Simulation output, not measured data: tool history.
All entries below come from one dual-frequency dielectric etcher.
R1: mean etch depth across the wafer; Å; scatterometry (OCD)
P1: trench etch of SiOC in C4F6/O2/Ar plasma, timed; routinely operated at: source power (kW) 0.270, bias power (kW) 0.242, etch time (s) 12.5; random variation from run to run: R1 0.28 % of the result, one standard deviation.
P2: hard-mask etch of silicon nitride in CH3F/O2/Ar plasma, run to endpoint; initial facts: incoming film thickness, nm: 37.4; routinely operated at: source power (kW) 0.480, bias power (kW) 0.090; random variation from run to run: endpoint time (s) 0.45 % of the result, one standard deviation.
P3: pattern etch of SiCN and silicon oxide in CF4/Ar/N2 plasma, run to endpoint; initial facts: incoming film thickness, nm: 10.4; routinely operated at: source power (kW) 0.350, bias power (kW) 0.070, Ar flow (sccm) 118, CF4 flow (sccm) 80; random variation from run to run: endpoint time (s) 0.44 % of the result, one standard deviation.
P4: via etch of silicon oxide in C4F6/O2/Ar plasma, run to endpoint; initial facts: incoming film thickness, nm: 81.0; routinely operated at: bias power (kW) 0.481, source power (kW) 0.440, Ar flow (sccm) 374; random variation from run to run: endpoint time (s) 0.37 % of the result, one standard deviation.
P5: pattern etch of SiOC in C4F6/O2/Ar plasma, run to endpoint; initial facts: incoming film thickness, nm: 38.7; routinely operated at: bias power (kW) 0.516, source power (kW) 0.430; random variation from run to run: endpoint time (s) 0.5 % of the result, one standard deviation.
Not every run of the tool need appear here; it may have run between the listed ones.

{"run": 1, "hour": 5.3, "process that ran": "P1", "source power (kW)": 0.27, "bias power (kW)": 0.242, "etch time (s)": 12.5, "R1": 245.19}
{"run": 2, "hour": 9.1, "process that ran": "P4", "source power (kW)": 0.44, "bias power (kW)": 0.481, "Ar flow (sccm)": 374, "endpoint time (s)": 18.115}
{"run": 3, "hour": 12.1, "process that ran": "P1", "source power (kW)": 0.27, "bias power (kW)": 0.242, "etch time (s)": 12.5, "R1": 245.63}
{"run": 4, "hour": 18.6, "process that ran": "P1", "source power (kW)": 0.27, "bias power (kW)": 0.302, "etch time (s)": 7.0, "R1": 148.8}
{"run": 5, "hour": 23.1, "process that ran": "P1", "source power (kW)": 0.27, "bias power (kW)": 0.242, "etch time (s)": 12.5, "R1": 245.83}
{"run": 6, "hour": 29.3, "process that ran": "P1", "source power (kW)": 0.27, "bias power (kW)": 0.242, "etch time (s)": 7.5, "R1": 147.31}
{"run": 7, "hour": 32.7, "process that ran": "P4", "source power (kW)": 0.44, "bias power (kW)": 0.481, "Ar flow (sccm)": 374, "endpoint time (s)": 18.012}
{"run": 8, "hour": 36.1, "process that ran": "P4", "source power (kW)": 0.44, "bias power (kW)": 0.481, "Ar flow (sccm)": 294, "endpoint time (s)": 17.492}
{"run": 9, "hour": 40.8, "process that ran": "P3", "source power (kW)": 0.35, "bias power (kW)": 0.07, "Ar flow (sccm)": 118, "CF4 flow (sccm)": 50, "endpoint time (s)": 16.163}
{"run": 10, "hour": 43.7, "process that ran": "P3", "source power (kW)": 0.45, "bias power (kW)": 0.07, "Ar flow (sccm)": 118, "CF4 flow (sccm)": 80, "endpoint time (s)": 11.985}
{"run": 11, "hour": 47.9, "process that ran": "P1", "source power (kW)": 0.27, "bias power (kW)": 0.156, "etch time (s)": 7.0, "R1": 119.15}
{"run": 12, "hour": 53.1, "process that ran": "P2", "source power (kW)": 0.29, "bias power (kW)": 0.09, "endpoint time (s)": 58.781}
{"run": 13, "hour": 59.5, "process that ran": "P4", "source power (kW)": 0.6, "bias power (kW)": 0.481, "Ar flow (sccm)": 374, "endpoint time (s)": 16.109}
{"run": 14, "hour": 64.4, "process that ran": "P5", "source power (kW)": 0.43, "bias power (kW)": 0.516, "endpoint time (s)": 12.374}
{"run": 15, "hour": 69.9, "process that ran": "P1", "source power (kW)": 0.27, "bias power (kW)": 0.186, "etch time (s)": 12.5, "R1": 225.62}
{"run": 16, "hour": 73.2, "process that ran": "P1", "source power (kW)": 0.32, "bias power (kW)": 0.242, "etch time (s)": 12.5, "R1": 262.42}
{"run": 17, "hour": 78.0, "process that ran": "P2", "source power (kW)": 0.48, "bias power (kW)": 0.09, "endpoint time (s)": 48.077}
{"run": 18, "hour": 82.7, "process that ran": "P1", "source power (kW)": 0.16, "bias power (kW)": 0.242, "etch time (s)": 12.5, "R1": 201.49}
{"run": 19, "hour": 88.5, "process that ran": "P5", "source power (kW)": 0.43, "bias power (kW)": 0.516, "endpoint time (s)": 12.482}
{"run": 20, "hour": 94.8, "process that ran": "P3", "source power (kW)": 0.35, "bias power (kW)": 0.07, "Ar flow (sccm)": 118, "CF4 flow (sccm)": 80, "endpoint time (s)": 14.98}
{"run": 21, "hour": 98.4, "process that ran": "P5", "source power (kW)": 0.56, "bias power (kW)": 0.516, "endpoint time (s)": 11.356}
{"run": 22, "hour": 101.4, "process that ran": "P1", "source power (kW)": 0.27, "bias power (kW)": 0.242, "etch time (s)": 18.5, "R1": 363.42}
{"run": 23, "hour": 106.6, "process that ran": "P1", "source power (kW)": 0.27, "bias power (kW)": 0.305, "etch time (s)": 12.5, "R1": 266.85}
{"run": 24, "hour": 111.6, "process that ran": "P1", "source power (kW)": 0.27, "bias power (kW)": 0.242, "etch time (s)": 12.5, "R1": 246.12}
{"hour": 112.9, "done": "wet clean of the chamber"}
{"run": 25, "hour": 117.6, "process that ran": "P5", "source power (kW)": 0.43, "bias power (kW)": 0.3, "endpoint time (s)": 15.083}
{"run": 26, "hour": 121.9, "process that ran": "P3", "source power (kW)": 0.35, "bias power (kW)": 0.07, "Ar flow (sccm)": 141, "CF4 flow (sccm)": 80, "endpoint time (s)": 15.507}
{"run": 27, "hour": 128.4, "process that ran": "P2", "source power (kW)": 0.48, "bias power (kW)": 0.061, "endpoint time (s)": 55.466}
{"run": 28, "hour": 134.5, "process that ran": "P3", "source power (kW)": 0.35, "bias power (kW)": 0.07, "Ar flow (sccm)": 118, "CF4 flow (sccm)": 80, "endpoint time (s)": 14.962}
{"run": 29, "hour": 140.7, "process that ran": "P4", "source power (kW)": 0.44, "bias power (kW)": 0.672, "Ar flow (sccm)": 374, "endpoint time (s)": 15.835}
{"run": 30, "hour": 146.9, "process that ran": "P3", "source power (kW)": 0.35, "bias power (kW)": 0.042, "Ar flow (sccm)": 118, "CF4 flow (sccm)": 80, "endpoint time (s)": 17.65}
{"run": 31, "hour": 152.0, "process that ran": "P1", "source power (kW)": 0.27, "bias power (kW)": 0.242, "etch time (s)": 12.5, "R1": 245.21}
{"run": 32, "hour": 157.3, "process that ran": "P1", "source power (kW)": 0.27, "bias power (kW)": 0.242, "etch time (s)": 12.5, "R1": 245.14}
{"run": 33, "hour": 162.4, "process that ran": "P1", "source power (kW)": 0.27, "bias power (kW)": 0.242, "etch time (s)": 12.5, "R1": 247.69}
{"run": 34, "hour": 167.1, "process that ran": "P1", "source power (kW)": 0.27, "bias power (kW)": 0.242, "etch time (s)": 12.5, "R1": 247.97}
{"hour": 171.4, "done": "wet clean of the chamber"}
{"run": 35, "hour": 173.8, "process that ran": "P1", "source power (kW)": 0.27, "bias power (kW)": 0.242, "etch time (s)": 12.5, "R1": 249.21}
{"run": 36, "hour": 177.2, "process that ran": "P1", "source power (kW)": 0.27, "bias power (kW)": 0.242, "etch time (s)": 12.5, "R1": 248.97}
{"run": 37, "hour": 181.4, "process that ran": "P1", "source power (kW)": 0.27, "bias power (kW)": 0.242, "etch time (s)": 12.5, "R1": 248.09}
{"run": 38, "hour": 185.1, "process that ran": "P1", "source power (kW)": 0.27, "bias power (kW)": 0.242, "etch time (s)": 12.5, "R1": 249.82}
{"run": 39, "hour": 189.1, "process that ran": "P1", "source power (kW)": 0.27, "bias power (kW)": 0.242, "etch time (s)": 12.5, "R1": 249.3}
{"run": 40, "hour": 195.7, "process that ran": "P1", "source power (kW)": 0.27, "bias power (kW)": 0.242, "etch time (s)": 12.5, "R1": 250.52}

P1 has crept away from where it was. The log is fitted equally well by each of these 2 causes, at the sizes shown:
A: bias power that arrives over what is set, % = 4.89
B: source power that arrives over what is set, % = 4.45
Creep in the process output first set in at about hour 157.3.
Other possible causes, and why each is ruled out:
chamber walls in a state that raises the etch rate, %: serviced at hour 171.4, after the drift had started, without restoring the earlier output

4 check runs are offered, each on 2 wafers whose results are averaged, their results left as question marks. Which one tells the causes apart?
{"run": "check 1", "hour": 202.3, "process that ran": "P2", "source power (kW)": 0.48, "bias power (kW)": 0.067, "endpoint time (s)": "?"}
{"run": "check 2", "hour": 202.3, "process that ran": "P5", "source power (kW)": 0.55, "bias power (kW)": 0.32, "endpoint time (s)": "?"}
{"run": "check 3", "hour": 202.3, "process that ran": "P3", "source power (kW)": 0.35, "bias power (kW)": 0.043, "Ar flow (sccm)": 118, "CF4 flow (sccm)": 80, "endpoint time (s)": "?"}
{"run": "check 4", "hour": 202.3, "process that ran": "P4", "source power (kW)": 0.57, "bias power (kW)": 0.481, "Ar flow (sccm)": 374, "endpoint time (s)": "?"}

How each check would come out, cause by cause:
check=check_1 result=endpoint_time_(s) if_A=52.712 if_B=52.673
check=check_2 result=endpoint_time_(s) if_A=13.261 if_B=13.259
check=check_3 result=endpoint_time_(s) if_A=17.392 if_B=16.977
check=check_4 result=endpoint_time_(s) if_A=16.108 if_B=16.129
Minimum pairwise separation of causes per check, each pair taken at its best-separating result: check 1 0.07 %; check 2 0.02 %; check 3 2.42 %; check 4 0.13 %
Only check 3 tells the causes apart: in the others they would give nearly the same result.

Then check 3 was run and gave: endpoint time (s) 17.409. Which cause is it?

It was cause A: bias power that arrives over what is set, %.

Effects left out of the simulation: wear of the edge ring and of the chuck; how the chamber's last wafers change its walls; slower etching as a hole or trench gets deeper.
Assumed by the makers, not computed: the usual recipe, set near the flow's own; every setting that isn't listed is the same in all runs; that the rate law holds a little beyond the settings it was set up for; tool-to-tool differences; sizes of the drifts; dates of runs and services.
